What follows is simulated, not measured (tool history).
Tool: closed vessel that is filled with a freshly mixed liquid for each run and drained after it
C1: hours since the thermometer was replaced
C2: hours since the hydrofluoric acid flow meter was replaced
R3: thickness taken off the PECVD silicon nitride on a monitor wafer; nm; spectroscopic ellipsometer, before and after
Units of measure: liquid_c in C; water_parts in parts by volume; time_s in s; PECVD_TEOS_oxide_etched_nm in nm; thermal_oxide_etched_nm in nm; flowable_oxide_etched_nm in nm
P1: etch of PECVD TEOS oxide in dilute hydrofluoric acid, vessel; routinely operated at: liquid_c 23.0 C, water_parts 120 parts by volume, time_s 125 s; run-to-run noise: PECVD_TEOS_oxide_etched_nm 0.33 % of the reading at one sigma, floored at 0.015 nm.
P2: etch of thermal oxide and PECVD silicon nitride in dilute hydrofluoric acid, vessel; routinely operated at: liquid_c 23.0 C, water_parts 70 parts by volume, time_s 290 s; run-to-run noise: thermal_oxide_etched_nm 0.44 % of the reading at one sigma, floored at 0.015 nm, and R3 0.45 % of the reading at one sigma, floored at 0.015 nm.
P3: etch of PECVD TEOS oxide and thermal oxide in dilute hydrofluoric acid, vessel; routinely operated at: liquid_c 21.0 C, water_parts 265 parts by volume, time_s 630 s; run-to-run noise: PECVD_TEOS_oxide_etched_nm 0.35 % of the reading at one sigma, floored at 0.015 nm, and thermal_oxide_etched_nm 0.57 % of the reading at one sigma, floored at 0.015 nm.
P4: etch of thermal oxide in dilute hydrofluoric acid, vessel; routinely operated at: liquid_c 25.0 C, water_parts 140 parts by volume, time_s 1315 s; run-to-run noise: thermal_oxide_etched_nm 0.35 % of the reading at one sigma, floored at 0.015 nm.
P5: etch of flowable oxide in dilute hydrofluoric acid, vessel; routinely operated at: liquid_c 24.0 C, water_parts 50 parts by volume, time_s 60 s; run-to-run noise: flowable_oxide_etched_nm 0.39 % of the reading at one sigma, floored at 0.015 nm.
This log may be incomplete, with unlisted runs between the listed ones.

run 1 day=0.125 | process=P1 liquid_c=23.0 water_parts=120 time_s=125 | C1=1615.7 C2=214.6 | PECVD_TEOS_oxide_etched_nm=8.4895
run 2 day=0.225 | process=P3 liquid_c=21.0 water_parts=265 time_s=630 | C1=1618.1 C2=217.0 | PECVD_TEOS_oxide_etched_nm=50.0580 thermal_oxide_etched_nm=8.1366
run 3 day=0.333 | process=P1 liquid_c=17.0 water_parts=120 time_s=125 | C1=1620.7 C2=219.6 | PECVD_TEOS_oxide_etched_nm=6.6552
run 4 day=0.462 | process=P2 liquid_c=23.0 water_parts=125 time_s=290 | C1=1623.8 C2=222.7 | thermal_oxide_etched_nm=10.2150 R3=5.4267
run 5 day=0.588 | process=P3 liquid_c=21.0 water_parts=110 time_s=630 | C1=1626.8 C2=225.7 | PECVD_TEOS_oxide_etched_nm=141.4600 thermal_oxide_etched_nm=22.9820
run 6 day=0.742 | process=P1 liquid_c=23.0 water_parts=120 time_s=30 | C1=1630.5 C2=229.4 | PECVD_TEOS_oxide_etched_nm=2.0402
run 7 day=0.912 | process=P4 liquid_c=17.0 water_parts=140 time_s=1315 | C1=1634.6 C2=233.5 | thermal_oxide_etched_nm=32.8980
run 8 day=1.083 | process=P4 liquid_c=25.0 water_parts=140 time_s=30 | C1=1638.7 C2=237.6 | thermal_oxide_etched_nm=1.0257
run 9 day=1.162 | process=P3 liquid_c=21.0 water_parts=265 time_s=1140 | C1=1640.6 C2=239.5 | PECVD_TEOS_oxide_etched_nm=90.9840 thermal_oxide_etched_nm=14.5250
run 10 day=1.317 | process=P1 liquid_c=23.0 water_parts=120 time_s=125 | C1=1644.3 C2=243.2 | PECVD_TEOS_oxide_etched_nm=8.4200
run 11 day=1.425 | process=P2 liquid_c=23.0 water_parts=70 time_s=290 | C1=1646.9 C2=245.8 | thermal_oxide_etched_nm=19.5310 R3=9.5510
run 12 day=1.567 | process=P4 liquid_c=25.0 water_parts=30 time_s=1315 | C1=1650.3 C2=249.2 | thermal_oxide_etched_nm=243.9300
run 13 day=1.712 | process=P1 liquid_c=23.0 water_parts=120 time_s=125 | C1=1653.8 C2=252.7 | PECVD_TEOS_oxide_etched_nm=8.4497
run 14 day=1.858 | process=P1 liquid_c=23.0 water_parts=50 time_s=125 | C1=1657.3 C2=256.2 | PECVD_TEOS_oxide_etched_nm=22.1590
run 15 day=1.979 | process=P4 liquid_c=25.0 water_parts=140 time_s=1315 | C1=1660.2 C2=259.1 | thermal_oxide_etched_nm=45.1370
run 16 day=2.083 | process=P2 liquid_c=17.0 water_parts=70 time_s=290 | C1=1662.7 C2=261.6 | thermal_oxide_etched_nm=15.1860 R3=6.3068
run 17 day=2.208 | process=P4 liquid_c=25.0 water_parts=140 time_s=1315 | C1=1665.7 C2=264.6 | thermal_oxide_etched_nm=45.6350
run 18 day=2.388 | process=P1 liquid_c=23.0 water_parts=120 time_s=125 | C1=1670.0 C2=268.9 | PECVD_TEOS_oxide_etched_nm=8.4217
run 19 day=2.550 | process=P3 liquid_c=21.0 water_parts=265 time_s=630 | C1=1673.9 C2=272.8 | PECVD_TEOS_oxide_etched_nm=50.1360 thermal_oxide_etched_nm=8.1485
-- day=2.604 thermometer replaced
run 20 day=2.725 | process=P2 liquid_c=23.0 water_parts=70 time_s=450 | C1=2.9 C2=277.0 | thermal_oxide_etched_nm=30.4730 R3=14.8240
-- day=2.767 hydrofluoric acid flow meter replaced
run 21 day=2.888 | process=P5 liquid_c=31.5 water_parts=50 time_s=60 | C1=6.8 C2=2.9 | flowable_oxide_etched_nm=74.063
run 22 day=3.033 | process=P5 liquid_c=24.0 water_parts=50 time_s=60 | C1=10.3 C2=6.4 | flowable_oxide_etched_nm=54.455
run 23 day=3.200 | process=P5 liquid_c=24.0 water_parts=50 time_s=30 | C1=14.3 C2=10.4 | flowable_oxide_etched_nm=27.201
run 24 day=3.321 | process=P1 liquid_c=17.0 water_parts=35 time_s=125 | C1=17.2 C2=13.3 | PECVD_TEOS_oxide_etched_nm=24.9110
run 25 day=3.475 | process=P2 liquid_c=23.0 water_parts=70 time_s=290 | C1=20.9 C2=17.0 | thermal_oxide_etched_nm=19.5450 R3=9.5273
run 26 day=3.654 | process=P1 liquid_c=23.0 water_parts=120 time_s=125 | C1=25.2 C2=21.3 | PECVD_TEOS_oxide_etched_nm=8.4191
run 27 day=3.796 | process=P5 liquid_c=24.0 water_parts=30 time_s=60 | C1=28.6 C2=24.7 | flowable_oxide_etched_nm=93.610
run 28 day=3.933 | process=P3 liquid_c=17.0 water_parts=265 time_s=630 | C1=31.9 C2=28.0 | PECVD_TEOS_oxide_etched_nm=42.9350 thermal_oxide_etched_nm=7.0079
run 29 day=4.008 | process=P1 liquid_c=27.0 water_parts=120 time_s=125 | C1=33.7 C2=29.8 | PECVD_TEOS_oxide_etched_nm=9.8157
run 30 day=4.108 | process=P5 liquid_c=24.0 water_parts=50 time_s=60 | C1=36.1 C2=32.2 | flowable_oxide_etched_nm=54.129
run 31 day=4.200 | process=P1 liquid_c=23.0 water_parts=205 time_s=125 | C1=38.3 C2=34.4 | PECVD_TEOS_oxide_etched_nm=4.4603
run 32 day=4.308 | process=P1 liquid_c=23.0 water_parts=120 time_s=125 | C1=40.9 C2=37.0 | PECVD_TEOS_oxide_etched_nm=8.4625
run 33 day=4.400 | process=P1 liquid_c=23.0 water_parts=120 time_s=230 | C1=43.1 C2=39.2 | PECVD_TEOS_oxide_etched_nm=15.6310
run 34 day=4.542 | process=P1 liquid_c=23.0 water_parts=120 time_s=125 | C1=46.5 C2=42.6 | PECVD_TEOS_oxide_etched_nm=8.4511
run 35 day=4.708 | process=P1 liquid_c=23.0 water_parts=120 time_s=125 | C1=50.5 C2=46.6 | PECVD_TEOS_oxide_etched_nm=8.8930
run 36 day=4.808 | process=P1 liquid_c=23.0 water_parts=120 time_s=125 | C1=52.9 C2=49.0 | PECVD_TEOS_oxide_etched_nm=9.0403
run 37 day=4.942 | process=P1 liquid_c=23.0 water_parts=120 time_s=125 | C1=56.1 C2=52.2 | PECVD_TEOS_oxide_etched_nm=9.0905
run 38 day=5.038 | process=P1 liquid_c=23.0 water_parts=120 time_s=125 | C1=58.4 C2=54.5 | PECVD_TEOS_oxide_etched_nm=9.1787
run 39 day=5.121 | process=P1 liquid_c=23.0 water_parts=120 time_s=125 | C1=60.4 C2=56.5 | PECVD_TEOS_oxide_etched_nm=9.2038
run 40 day=5.271 | process=P1 liquid_c=23.0 water_parts=120 time_s=125 | C1=64.0 C2=60.1 | PECVD_TEOS_oxide_etched_nm=9.1776

What P1 gives has crept off from where it sat before. The 2 causes that follow fit the log equally well, each at the size noted:
A: liquid hotter than its thermometer reads (K) = 2.15
B: hydrofluoric acid flow above the setpoint (%) = 7.65
The drift started at roughly day 4.542.

4 check runs are offered, one wafer each, their results left as question marks. Which one tells the causes apart?
run check 1 day=5.421 | process=P2 liquid_c=17.0 water_parts=70 time_s=290 | thermal_oxide_etched_nm=? R3=?
run check 2 day=5.421 | process=P5 liquid_c=24.0 water_parts=50 time_s=30 | flowable_oxide_etched_nm=?
run check 3 day=5.421 | process=P3 liquid_c=17.0 water_parts=265 time_s=630 | PECVD_TEOS_oxide_etched_nm=? thermal_oxide_etched_nm=?
run check 4 day=5.421 | process=P4 liquid_c=25.0 water_parts=60 time_s=1315 | thermal_oxide_etched_nm=?

Check results expected under each cause:
check=check_1 result=thermal_oxide_etched_nm if_A=16.7090 if_B=16.5020
check=check_1 result=R3 if_A=7.3305 if_B=6.7741
check=check_2 result=flowable_oxide_etched_nm if_A=29.693 if_B=29.416
check=check_3 result=PECVD_TEOS_oxide_etched_nm if_A=46.9020 if_B=47.2880
check=check_3 result=thermal_oxide_etched_nm if_A=7.5898 if_B=7.6523
check=check_4 result=thermal_oxide_etched_nm if_A=127.5700 if_B=126.6900
Minimum pairwise separation of causes per check, each pair taken at its best-separating result: check 1 7.89 %; check 2 0.94 %; check 3 0.82 %; check 4 0.69 %
Only in check 1 would the causes give clearly different results; in the remaining checks their results would be nearly the same.

Running check 1 produced the following: thermal_oxide_etched_nm 16.4480 nm; R3 6.7033 nm. Which one of the listed causes fits?

The correct cause is B, namely: hydrofluoric acid flow above the setpoint (%).
